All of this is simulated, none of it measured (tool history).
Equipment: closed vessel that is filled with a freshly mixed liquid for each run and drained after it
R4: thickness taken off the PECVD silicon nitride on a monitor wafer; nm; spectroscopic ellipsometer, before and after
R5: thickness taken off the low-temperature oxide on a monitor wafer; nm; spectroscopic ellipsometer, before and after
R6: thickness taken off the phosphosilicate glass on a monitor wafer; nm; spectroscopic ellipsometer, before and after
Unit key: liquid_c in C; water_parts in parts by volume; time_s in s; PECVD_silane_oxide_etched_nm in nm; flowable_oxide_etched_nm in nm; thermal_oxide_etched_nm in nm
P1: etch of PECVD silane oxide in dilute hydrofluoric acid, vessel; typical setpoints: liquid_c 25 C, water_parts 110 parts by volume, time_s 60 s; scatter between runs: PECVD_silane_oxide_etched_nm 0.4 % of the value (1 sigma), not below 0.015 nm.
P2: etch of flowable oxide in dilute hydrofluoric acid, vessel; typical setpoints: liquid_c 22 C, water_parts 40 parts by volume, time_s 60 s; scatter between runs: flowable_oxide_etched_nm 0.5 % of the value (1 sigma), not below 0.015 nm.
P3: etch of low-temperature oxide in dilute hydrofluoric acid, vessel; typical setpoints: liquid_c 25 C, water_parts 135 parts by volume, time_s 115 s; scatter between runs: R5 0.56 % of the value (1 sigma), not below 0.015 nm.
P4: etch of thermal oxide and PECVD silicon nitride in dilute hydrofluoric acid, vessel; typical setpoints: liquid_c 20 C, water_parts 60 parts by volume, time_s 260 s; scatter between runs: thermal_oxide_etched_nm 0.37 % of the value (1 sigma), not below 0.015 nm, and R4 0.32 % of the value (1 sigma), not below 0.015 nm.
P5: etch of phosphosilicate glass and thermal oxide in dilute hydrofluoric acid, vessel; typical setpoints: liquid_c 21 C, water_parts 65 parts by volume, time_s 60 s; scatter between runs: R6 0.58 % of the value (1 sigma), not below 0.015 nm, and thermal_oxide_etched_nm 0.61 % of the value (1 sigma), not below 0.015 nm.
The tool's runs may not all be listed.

{"run": 1, "hour": 10.4, "process": "P1", "liquid_c": 25, "water_parts": 110, "time_s": 60, "PECVD_silane_oxide_etched_nm": 21.214}
{"run": 2, "hour": 24.4, "process": "P2", "liquid_c": 22, "water_parts": 40, "time_s": 60, "flowable_oxide_etched_nm": 65.491}
{"run": 3, "hour": 31.9, "process": "P1", "liquid_c": 25, "water_parts": 110, "time_s": 100, "PECVD_silane_oxide_etched_nm": 35.103}
{"hour": 40.8, "done": "hydrofluoric acid flow meter replaced"}
{"run": 4, "hour": 42.6, "process": "P1", "liquid_c": 25, "water_parts": 170, "time_s": 60, "PECVD_silane_oxide_etched_nm": 12.856}
{"run": 5, "hour": 56.5, "process": "P1", "liquid_c": 25, "water_parts": 110, "time_s": 60, "PECVD_silane_oxide_etched_nm": 21.183}
{"run": 6, "hour": 66.4, "process": "P4", "liquid_c": 20, "water_parts": 60, "time_s": 75, "thermal_oxide_etched_nm": 5.1245, "R4": 2.3858}
{"run": 7, "hour": 74.9, "process": "P4", "liquid_c": 20, "water_parts": 60, "time_s": 260, "thermal_oxide_etched_nm": 17.704, "R4": 8.2006}
{"run": 8, "hour": 82.5, "process": "P3", "liquid_c": 19, "water_parts": 135, "time_s": 115, "R5": 18.929}
{"run": 9, "hour": 89.9, "process": "P3", "liquid_c": 25, "water_parts": 135, "time_s": 115, "R5": 24.047}
{"run": 10, "hour": 101.8, "process": "P1", "liquid_c": 25, "water_parts": 170, "time_s": 30, "PECVD_silane_oxide_etched_nm": 6.417}
{"run": 11, "hour": 115.3, "process": "P5", "liquid_c": 21, "water_parts": 65, "time_s": 100, "thermal_oxide_etched_nm": 6.4121, "R6": 281.15}
{"run": 12, "hour": 121.8, "process": "P1", "liquid_c": 20, "water_parts": 110, "time_s": 110, "PECVD_silane_oxide_etched_nm": 31.877}
{"run": 13, "hour": 133.7, "process": "P1", "liquid_c": 25, "water_parts": 110, "time_s": 60, "PECVD_silane_oxide_etched_nm": 21.243}
{"run": 14, "hour": 144.4, "process": "P2", "liquid_c": 22, "water_parts": 40, "time_s": 60, "flowable_oxide_etched_nm": 65.671}
{"run": 15, "hour": 151.9, "process": "P1", "liquid_c": 25, "water_parts": 110, "time_s": 30, "PECVD_silane_oxide_etched_nm": 10.556}
{"run": 16, "hour": 161.6, "process": "P5", "liquid_c": 21, "water_parts": 95, "time_s": 60, "thermal_oxide_etched_nm": 2.5445, "R6": 111.6}
{"run": 17, "hour": 168.7, "process": "P2", "liquid_c": 18, "water_parts": 40, "time_s": 60, "flowable_oxide_etched_nm": 55.529}
{"run": 18, "hour": 179.3, "process": "P4", "liquid_c": 27, "water_parts": 60, "time_s": 260, "thermal_oxide_etched_nm": 23.63, "R4": 13.248}
{"run": 19, "hour": 190.9, "process": "P5", "liquid_c": 17, "water_parts": 65, "time_s": 60, "thermal_oxide_etched_nm": 3.2667, "R6": 143.44}
{"run": 20, "hour": 205.0, "process": "P1", "liquid_c": 17, "water_parts": 110, "time_s": 60, "PECVD_silane_oxide_etched_nm": 15.317}
{"run": 21, "hour": 218.6, "process": "P1", "liquid_c": 25, "water_parts": 110, "time_s": 60, "PECVD_silane_oxide_etched_nm": 21.165}
{"run": 22, "hour": 227.4, "process": "P5", "liquid_c": 21, "water_parts": 65, "time_s": 60, "thermal_oxide_etched_nm": 3.8623, "R6": 167.06}
{"run": 23, "hour": 234.1, "process": "P3", "liquid_c": 25, "water_parts": 135, "time_s": 45, "R5": 9.4488}
{"run": 24, "hour": 241.4, "process": "P3", "liquid_c": 25, "water_parts": 50, "time_s": 115, "R5": 72.544}
{"run": 25, "hour": 248.0, "process": "P1", "liquid_c": 25, "water_parts": 110, "time_s": 60, "PECVD_silane_oxide_etched_nm": 21.044}
{"run": 26, "hour": 257.5, "process": "P1", "liquid_c": 30, "water_parts": 110, "time_s": 60, "PECVD_silane_oxide_etched_nm": 25.723}
{"run": 27, "hour": 264.8, "process": "P2", "liquid_c": 22, "water_parts": 20, "time_s": 60, "flowable_oxide_etched_nm": 134.47}
{"run": 28, "hour": 275.5, "process": "P2", "liquid_c": 22, "water_parts": 40, "time_s": 30, "flowable_oxide_etched_nm": 32.629}
{"run": 29, "hour": 286.7, "process": "P4", "liquid_c": 20, "water_parts": 25, "time_s": 260, "thermal_oxide_etched_nm": 44.602, "R4": 19.255}
{"run": 30, "hour": 295.4, "process": "P4", "liquid_c": 20, "water_parts": 60, "time_s": 260, "thermal_oxide_etched_nm": 17.754, "R4": 8.2177}
{"run": 31, "hour": 304.0, "process": "P1", "liquid_c": 25, "water_parts": 30, "time_s": 60, "PECVD_silane_oxide_etched_nm": 86.307}
{"run": 32, "hour": 313.3, "process": "P1", "liquid_c": 25, "water_parts": 110, "time_s": 60, "PECVD_silane_oxide_etched_nm": 21.128}
{"run": 33, "hour": 320.7, "process": "P1", "liquid_c": 25, "water_parts": 110, "time_s": 60, "PECVD_silane_oxide_etched_nm": 20.856}
{"run": 34, "hour": 328.4, "process": "P1", "liquid_c": 25, "water_parts": 110, "time_s": 60, "PECVD_silane_oxide_etched_nm": 20.546}
{"run": 35, "hour": 336.7, "process": "P1", "liquid_c": 25, "water_parts": 110, "time_s": 60, "PECVD_silane_oxide_etched_nm": 20.397}
{"run": 36, "hour": 346.4, "process": "P1", "liquid_c": 25, "water_parts": 110, "time_s": 60, "PECVD_silane_oxide_etched_nm": 20.161}
{"run": 37, "hour": 359.2, "process": "P1", "liquid_c": 25, "water_parts": 110, "time_s": 60, "PECVD_silane_oxide_etched_nm": 20.063}
{"run": 38, "hour": 371.8, "process": "P1", "liquid_c": 25, "water_parts": 110, "time_s": 60, "PECVD_silane_oxide_etched_nm": 19.873}
{"run": 39, "hour": 381.6, "process": "P1", "liquid_c": 25, "water_parts": 110, "time_s": 60, "PECVD_silane_oxide_etched_nm": 19.947}
{"run": 40, "hour": 393.0, "process": "P1", "liquid_c": 25, "water_parts": 110, "time_s": 60, "PECVD_silane_oxide_etched_nm": 19.841}
{"run": 41, "hour": 406.9, "process": "P1", "liquid_c": 25, "water_parts": 110, "time_s": 60, "PECVD_silane_oxide_etched_nm": 19.813}
{"run": 42, "hour": 416.0, "process": "P1", "liquid_c": 25, "water_parts": 110, "time_s": 60, "PECVD_silane_oxide_etched_nm": 19.835}

P1 no longer gives what it gave before; its output has crept away from where it was. The following 2 causes, each at its listed size, fit the log equally well:
A: hydrofluoric acid flow below the setpoint (%) = 5.54
B: liquid colder than its thermometer reads (K) = 1.66
Creep in the process output first set in at about hour 313.3.

Below are 4 check runs, each on a single wafer, with their results shown as question marks. Which of them would tell the listed causes apart, meaning the causes would give clearly different results under it?
{"run": "check 1", "hour": 425.1, "process": "P2", "liquid_c": 22, "water_parts": 40, "time_s": 60, "flowable_oxide_etched_nm": "?"}
{"run": "check 2", "hour": 425.1, "process": "P3", "liquid_c": 25, "water_parts": 135, "time_s": 115, "R5": "?"}
{"run": "check 3", "hour": 425.1, "process": "P4", "liquid_c": 20, "water_parts": 60, "time_s": 260, "thermal_oxide_etched_nm": "?", "R4": "?"}
{"run": "check 4", "hour": 425.1, "process": "P5", "liquid_c": 21, "water_parts": 65, "time_s": 60, "thermal_oxide_etched_nm": "?", "R6": "?"}

What each check would give under each cause:
check=check_1 result=flowable_oxide_etched_nm if_A=61.938 if_B=61.304
check=check_2 result=R5 if_A=22.534 if_B=22.588
check=check_3 result=thermal_oxide_etched_nm if_A=16.752 if_B=16.597
check=check_3 result=R4 if_A=7.7709 if_B=7.3182
check=check_4 result=thermal_oxide_etched_nm if_A=3.6506 if_B=3.621
check=check_4 result=R6 if_A=158.83 if_B=157.55
Separation of the two closest causes in each check, using whichever result separates them best: check 1 1.03 %; check 2 0.24 %; check 3 6 %; check 4 0.81 %
Check 3 tells the causes apart: in the others they would give nearly the same result.

Running check 3 produced the following: thermal_oxide_etched_nm 16.738 nm; R4 7.8211 nm. Which one of the listed causes fits?

It was cause A: hydrofluoric acid flow below the setpoint (%).

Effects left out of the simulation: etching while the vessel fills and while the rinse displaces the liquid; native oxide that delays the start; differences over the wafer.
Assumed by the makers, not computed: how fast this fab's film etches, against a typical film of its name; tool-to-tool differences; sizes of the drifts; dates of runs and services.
